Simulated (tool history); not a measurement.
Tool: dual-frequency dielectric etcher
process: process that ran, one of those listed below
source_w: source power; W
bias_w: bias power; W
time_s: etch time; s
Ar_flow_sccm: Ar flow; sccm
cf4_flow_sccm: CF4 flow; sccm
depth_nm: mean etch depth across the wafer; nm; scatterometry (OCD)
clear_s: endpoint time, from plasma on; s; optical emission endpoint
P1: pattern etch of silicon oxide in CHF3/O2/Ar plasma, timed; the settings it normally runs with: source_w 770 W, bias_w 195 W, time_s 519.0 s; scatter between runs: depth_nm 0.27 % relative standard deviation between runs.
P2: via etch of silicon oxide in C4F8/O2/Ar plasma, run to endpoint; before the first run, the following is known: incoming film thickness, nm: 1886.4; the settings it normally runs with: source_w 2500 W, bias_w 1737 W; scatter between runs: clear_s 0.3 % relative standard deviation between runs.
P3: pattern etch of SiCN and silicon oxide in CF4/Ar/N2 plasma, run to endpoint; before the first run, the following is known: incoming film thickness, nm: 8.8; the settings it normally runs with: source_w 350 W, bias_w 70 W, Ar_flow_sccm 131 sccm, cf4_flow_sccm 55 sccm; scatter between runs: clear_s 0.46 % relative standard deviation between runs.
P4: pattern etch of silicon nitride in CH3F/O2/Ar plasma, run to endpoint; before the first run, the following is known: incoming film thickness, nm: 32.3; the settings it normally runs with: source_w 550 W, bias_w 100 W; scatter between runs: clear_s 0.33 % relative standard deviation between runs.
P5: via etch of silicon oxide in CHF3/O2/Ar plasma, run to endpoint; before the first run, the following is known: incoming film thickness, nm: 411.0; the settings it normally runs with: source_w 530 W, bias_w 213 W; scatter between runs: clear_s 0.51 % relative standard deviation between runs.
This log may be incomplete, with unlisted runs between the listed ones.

run	hour	process	source_w	bias_w	time_s	Ar_flow_sccm	cf4_flow_sccm	hours since the last wet clean	hours since the last source power generator calibration	hours since the last bias power generator calibration	depth_nm	clear_s
1	6.7	P1	770	195	519.0			112.3	1776.6	2105.5	1183.50	
2	14.3	P1	550	195	519.0			119.9	1784.2	2113.1	1043.40	
3	20.5	P1	770	195	519.0			126.1	1790.4	2119.3	1180.70	
4	28.6	P3	350	70		94	55	134.2	1798.5	2127.4		13.373
5	38.2	P4	550	100				143.8	1808.1	2137.0		37.198
6	45.8	P4	550	119				151.4	1815.7	2144.6		34.834
7	53.0	P3	350	45		131	55	158.6	1822.9	2151.8		16.486
8	58.4	P2	1690	1737				164.0	1828.3	2157.2		411.680
9	64.8	P2	2500	1401				170.4	1834.7	2163.6		372.960
10	72.6	P1	770	195	519.0			178.2	1842.5	2171.4	1181.60	
11	77.3	P3	350	70		131	75	182.9	1847.2	2176.1		13.398
12	82.5	P1	770	145	519.0			188.1	1852.4	2181.3	1075.50	
13	90.1	P5	530	213				195.7	1860.0	2188.9		202.610
14	97.1	P3	350	70		131	55	202.7	1867.0	2195.9		14.114
15	101.8	P1	770	195	301.0			207.4	1871.7	2200.6	684.29	
16	111.1	P5	530	295				216.7	1881.0	2209.9		180.150
17	120.9	P1	770	195	519.0			226.5	1890.8	2219.7	1183.10	
18	127.5	P5	530	213				233.1	1897.4	2226.3		203.380
19	132.5	P1	770	195	519.0			238.1	1902.4	2231.3	1174.00	
20	136.7	P1	1060	122	519.0			242.3	1906.6	2235.5	1157.60	
21	143.1	P2	2500	1737				248.7	1913.0	2241.9		349.280
22	152.4	P1	770	232	519.0			258.0	1922.3	2251.2	1253.50	
23	158.1	P3	220	70		131	55	263.7	1928.0	2256.9		20.830
24	163.3	P5	740	213				268.9	1933.2	2262.1		178.220
25	171.3	P4	730	100				276.9	1941.2	2270.1		33.096
26	176.8	P1	770	123	396.5			282.4	1946.7	2275.6	777.60	
27	183.0	P2	2500	1737				288.6	1952.9	2281.8		350.810
28	191.8	P1	770	195	632.0			297.4	1961.7	2290.6	1440.80	
29	198.2	P1	990	195	519.0			303.8	1968.1	2297.0	1307.90	
30	206.8	P1	770	195	519.0			312.4	1976.7	2305.6	1186.00	
31	211.4	P1	770	195	519.0			317.0	1981.3	2310.2	1187.00	
32	218.9	P1	770	195	519.0			324.5	1988.8	2317.7	1194.20	
33	223.5	P1	770	195	519.0			329.1	1993.4	2322.3	1204.80	
# hour 227.7: wet clean of the chamber
34	229.8	P1	770	195	519.0			2.1	1999.7	2328.6	1197.90	
35	234.6	P1	770	195	519.0			6.9	2004.5	2333.4	1196.50	
36	241.4	P1	770	195	519.0			13.7	2011.3	2340.2	1202.40	
37	245.8	P1	770	195	519.0			18.1	2015.7	2344.6	1206.90	
38	254.8	P1	770	195	519.0			27.1	2024.7	2353.6	1201.90	

P1 has crept away from where it was. The log is fitted equally well by each of these 2 causes, at the sizes shown:
A: source power that arrives over what is set, % = 4.15
B: bias power that arrives over what is set, % = 4.72
The process output started creeping at around hour 206.8.
The rest of the possible causes, and what rules out each one:
chamber walls in a state that raises the etch rate, %: maintenance at hour 227.7, after the shift began, did not return the process to its former output

Each of the check runs listed below is run on 3 wafers and reports their average, with the results left as question marks. Pick the one under which the possible causes would lead to clearly different results.
check 1	263.8	P2	1740	1408								?
check 2	263.8	P3	350	56		131	75					?
check 3	263.8	P4	680	114								?
check 4	263.8	P5	720	266								?

Predicted outcomes, by check and by cause:
check	result	if A	if B
check 1	clear_s	423.460	425.230
check 2	clear_s	13.934	14.220
check 3	clear_s	32.193	32.141
check 4	clear_s	164.600	164.390
Per check, the gap between the least separated pair of causes, taken in the result that splits them most: check 1 0.42 %; check 2 2.03 %; check 3 0.16 %; check 4 0.13 %
Only check 2 tells the causes apart: in the others they would give nearly the same result.

After running check 2, the following was obtained: clear_s 14.197 s. Which cause does this point to?

B is the cause: bias power that arrives over what is set, %.

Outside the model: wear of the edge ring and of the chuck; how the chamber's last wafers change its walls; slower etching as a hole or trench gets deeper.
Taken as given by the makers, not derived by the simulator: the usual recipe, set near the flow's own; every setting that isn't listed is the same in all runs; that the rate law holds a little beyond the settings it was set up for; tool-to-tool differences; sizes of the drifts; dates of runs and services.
